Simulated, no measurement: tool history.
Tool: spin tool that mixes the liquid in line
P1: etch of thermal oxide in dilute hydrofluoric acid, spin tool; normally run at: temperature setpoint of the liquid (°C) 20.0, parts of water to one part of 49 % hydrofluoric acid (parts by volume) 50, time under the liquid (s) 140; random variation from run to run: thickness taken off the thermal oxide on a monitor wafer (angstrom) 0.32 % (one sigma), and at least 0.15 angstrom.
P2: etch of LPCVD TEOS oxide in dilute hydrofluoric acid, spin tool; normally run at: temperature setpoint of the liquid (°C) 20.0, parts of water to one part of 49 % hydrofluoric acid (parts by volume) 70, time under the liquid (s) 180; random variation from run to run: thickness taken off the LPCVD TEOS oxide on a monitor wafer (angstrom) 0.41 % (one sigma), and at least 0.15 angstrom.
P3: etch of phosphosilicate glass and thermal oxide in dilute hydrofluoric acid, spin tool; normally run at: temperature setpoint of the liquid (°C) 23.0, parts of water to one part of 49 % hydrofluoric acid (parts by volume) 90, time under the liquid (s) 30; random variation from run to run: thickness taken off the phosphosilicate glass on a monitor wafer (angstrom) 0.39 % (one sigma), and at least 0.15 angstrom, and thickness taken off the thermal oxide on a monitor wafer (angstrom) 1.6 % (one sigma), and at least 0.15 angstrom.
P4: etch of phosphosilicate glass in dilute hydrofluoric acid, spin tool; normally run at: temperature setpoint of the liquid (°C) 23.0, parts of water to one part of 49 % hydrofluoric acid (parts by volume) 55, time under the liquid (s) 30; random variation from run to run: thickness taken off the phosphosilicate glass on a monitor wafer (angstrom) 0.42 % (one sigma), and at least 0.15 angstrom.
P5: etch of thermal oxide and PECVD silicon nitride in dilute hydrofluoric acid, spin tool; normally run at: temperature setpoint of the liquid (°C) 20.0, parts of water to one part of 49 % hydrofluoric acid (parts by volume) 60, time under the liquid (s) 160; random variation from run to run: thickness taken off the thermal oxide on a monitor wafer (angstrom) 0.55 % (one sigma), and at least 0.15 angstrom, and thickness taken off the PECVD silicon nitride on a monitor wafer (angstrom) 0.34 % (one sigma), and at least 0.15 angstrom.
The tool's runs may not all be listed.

run	hour	process that ran	temperature setpoint of the liquid (°C)	parts of water to one part of 49 % hydrofluoric acid (parts by volume)	time under the liquid (s)	hours since the thermometer was replaced	hours since the hydrofluoric acid flow meter was replaced	thickness taken off the thermal oxide on a monitor wafer (angstrom)	thickness taken off the LPCVD TEOS oxide on a monitor wafer (angstrom)	thickness taken off the phosphosilicate glass on a monitor wafer (angstrom)	thickness taken off the PECVD silicon nitride on a monitor wafer (angstrom)
1	12.0	P1	20.0	50	140	936.4	680.6	119.260			
2	21.1	P1	17.0	50	265	945.5	689.7	198.500			
3	37.8	P1	20.0	50	140	962.2	706.4	119.390			
4	46.3	P2	20.0	70	180	970.7	714.9		373.50		
5	58.6	P2	20.0	40	180	983.0	727.2		672.27		
6	75.9	P1	20.0	50	140	1000.3	744.5	118.410			
7	84.6	P4	23.0	30	30	1009.0	753.2			738.08	
8	93.2	P1	20.0	20	25	1017.6	761.8	54.964			
9	106.6	P1	20.0	35	25	1031.0	775.2	30.790			
10	116.8	P2	17.0	70	180	1041.2	785.4		328.43		
11	130.0	P1	17.0	50	140	1054.4	798.6	104.630			
12	141.9	P5	25.5	60	160	1066.3	810.5	135.710			127.350
# hour 148.6: hydrofluoric acid flow meter replaced
13	150.6	P5	20.0	60	160	1075.0	2.1	109.780			87.709
14	163.9	P1	20.0	50	140	1088.3	15.4	118.630			
15	174.3	P4	23.0	55	30	1098.7	25.8			390.91	
16	187.3	P1	20.0	20	140	1111.7	38.8	307.500			
17	201.9	P5	20.0	60	275	1126.3	53.4	187.600			150.060
18	215.3	P1	20.0	85	140	1139.7	66.8	67.093			
19	231.6	P3	23.0	90	30	1156.0	83.1	15.214		641.21	
20	246.4	P3	23.0	25	30	1170.8	97.9	62.195		2501.50	
21	255.1	P3	30.5	90	30	1179.5	106.6	20.885		860.45	
22	269.5	P2	20.0	70	85	1193.9	121.0		175.52		
23	277.9	P1	20.0	50	50	1202.3	129.4	42.621			
24	287.5	P5	20.0	100	160	1211.9	139.0	62.485			53.252
25	297.6	P1	20.0	50	140	1222.0	149.1	118.450			
26	310.9	P1	26.0	50	140	1235.3	162.4	152.480			
27	328.5	P4	23.0	55	15	1252.9	180.0			193.13	
28	346.3	P5	20.0	60	160	1270.7	197.8	109.250			87.593
29	357.8	P4	19.0	55	30	1282.2	209.3			331.09	
30	369.9	P2	20.0	70	180	1294.3	221.4		372.64		
31	380.7	P3	23.0	90	50	1305.1	232.2	25.821		1062.60	
32	392.9	P1	20.0	50	205	1317.3	244.4	173.790			
33	407.8	P4	23.0	55	30	1332.2	259.3			391.38	
34	420.1	P1	20.0	50	140	1344.5	271.6	118.840			
35	430.8	P1	20.0	50	140	1355.2	282.3	118.500			
36	445.5	P1	20.0	50	140	1369.9	297.0	124.980			
37	455.8	P1	20.0	50	140	1380.2	307.3	128.220			
38	469.8	P1	20.0	50	140	1394.2	321.3	129.500			
39	483.2	P1	20.0	50	140	1407.6	334.7	130.370			
40	497.2	P1	20.0	50	140	1421.6	348.7	131.190			
41	509.6	P1	20.0	50	140	1434.0	361.1	131.410			

What P1 gives has crept away from where it was. These 2 causes fit the log equally well, each at the size given:
A: hydrofluoric acid flow above the setpoint (%) = 9.49
B: liquid hotter than its thermometer reads (K) = 2.28
The creep began at about hour 430.8.

4 check runs are offered, one wafer each, their results left as question marks. Which one tells the causes apart?
check 1	522.0	P2	20.0	70	180				?		
check 2	522.0	P5	20.0	60	160			?			?
check 3	522.0	P4	23.0	55	30					?	
check 4	522.0	P3	23.0	90	30			?		?	

What each check would give under each cause:
check	result	if A	if B
check 1	thickness taken off the LPCVD TEOS oxide on a monitor wafer (angstrom)	412.06	410.73
check 2	thickness taken off the thermal oxide on a monitor wafer (angstrom)	119.870	119.680
check 2	thickness taken off the PECVD silicon nitride on a monitor wafer (angstrom)	95.713	102.460
check 3	thickness taken off the phosphosilicate glass on a monitor wafer (angstrom)	428.01	426.51
check 4	thickness taken off the thermal oxide on a monitor wafer (angstrom)	17.388	17.226
check 4	thickness taken off the phosphosilicate glass on a monitor wafer (angstrom)	706.36	699.80
How far apart the two closest causes lie, in the result that separates them most: check 1 0.32 %; check 2 6.81 %; check 3 0.35 %; check 4 0.93 %
Only check 2 tells the causes apart: in the others they would give nearly the same result.

Check 2 was then run and gave: thickness taken off the thermal oxide on a monitor wafer (angstrom) 119.000; thickness taken off the PECVD silicon nitride on a monitor wafer (angstrom) 95.841. Which cause is it?

It is A: hydrofluoric acid flow above the setpoint (%).
